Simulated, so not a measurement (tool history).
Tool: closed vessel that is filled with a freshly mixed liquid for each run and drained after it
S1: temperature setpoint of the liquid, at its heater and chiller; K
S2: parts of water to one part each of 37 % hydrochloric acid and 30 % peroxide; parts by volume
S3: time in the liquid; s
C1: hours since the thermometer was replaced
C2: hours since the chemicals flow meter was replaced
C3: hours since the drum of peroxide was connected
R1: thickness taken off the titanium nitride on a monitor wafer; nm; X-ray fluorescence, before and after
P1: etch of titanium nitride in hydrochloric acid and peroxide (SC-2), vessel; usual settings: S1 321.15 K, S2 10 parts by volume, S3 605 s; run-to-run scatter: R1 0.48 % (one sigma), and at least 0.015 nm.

Run 1, hour 11: S1 321.15 K, S2 10 parts by volume, S3 605 s; C1 561; C2 271.3; C3 363. Result: R1 9.2709 nm.
At hour 15.7: chemicals flow meter replaced.
Run 2, hour 19.6: S1 321.15 K, S2 5.5 parts by volume, S3 955 s; C1 569.6; C2 4; C3 371.6. Result: R1 23.435 nm.
Run 3, hour 26.1: S1 308.15 K, S2 10 parts by volume, S3 605 s; C1 576.1; C2 10.5; C3 378.1. Result: R1 3.7068 nm.
Run 4, hour 39.2: S1 321.15 K, S2 10 parts by volume, S3 605 s; C1 589.2; C2 23.6; C3 391.2. Result: R1 9.2943 nm.
Run 5, hour 52.8: S1 321.15 K, S2 10 parts by volume, S3 605 s; C1 602.8; C2 37.2; C3 404.8. Result: R1 9.2335 nm.
Run 6, hour 65: S1 321.15 K, S2 10 parts by volume, S3 1115 s; C1 615; C2 49.4; C3 417. Result: R1 17.121 nm.
Run 7, hour 72.8: S1 321.15 K, S2 10 parts by volume, S3 605 s; C1 622.8; C2 57.2; C3 424.8. Result: R1 9.2139 nm.
Run 8, hour 82.1: S1 321.15 K, S2 16.5 parts by volume, S3 605 s; C1 632.1; C2 66.5; C3 434.1. Result: R1 5.9703 nm.
Run 9, hour 94.8: S1 321.15 K, S2 10 parts by volume, S3 605 s; C1 644.8; C2 79.2; C3 446.8. Result: R1 9.2987 nm.
Run 10, hour 105.1: S1 331.15 K, S2 10 parts by volume, S3 605 s; C1 655.1; C2 89.5; C3 457.1. Result: R1 17.727 nm.
Run 11, hour 111.8: S1 321.15 K, S2 4 parts by volume, S3 605 s; C1 661.8; C2 96.2; C3 463.8. Result: R1 18.376 nm.
Run 12, hour 126.2: S1 321.15 K, S2 10 parts by volume, S3 605 s; C1 676.2; C2 110.6; C3 478.2. Result: R1 9.2936 nm.
Run 13, hour 137.8: S1 321.15 K, S2 10 parts by volume, S3 40 s; C1 687.8; C2 122.2; C3 489.8. Result: R1 0.6379 nm.
Run 14, hour 150.9: S1 321.15 K, S2 10 parts by volume, S3 605 s; C1 700.9; C2 135.3; C3 502.9. Result: R1 9.2256 nm.
Run 15, hour 165.1: S1 321.15 K, S2 10 parts by volume, S3 605 s; C1 715.1; C2 149.5; C3 517.1. Result: R1 9.6689 nm.
Run 16, hour 179.8: S1 321.15 K, S2 10 parts by volume, S3 605 s; C1 729.8; C2 164.2; C3 531.8. Result: R1 9.9784 nm.

Forecast run 17:
Run 17, hour 192.4: S1 321.15 K, S2 10 parts by volume, S3 605 s; C1 742.4; C2 176.8; C3 544.4. Result: R1 ?.

{"run 17": {"R1": 10.029}}
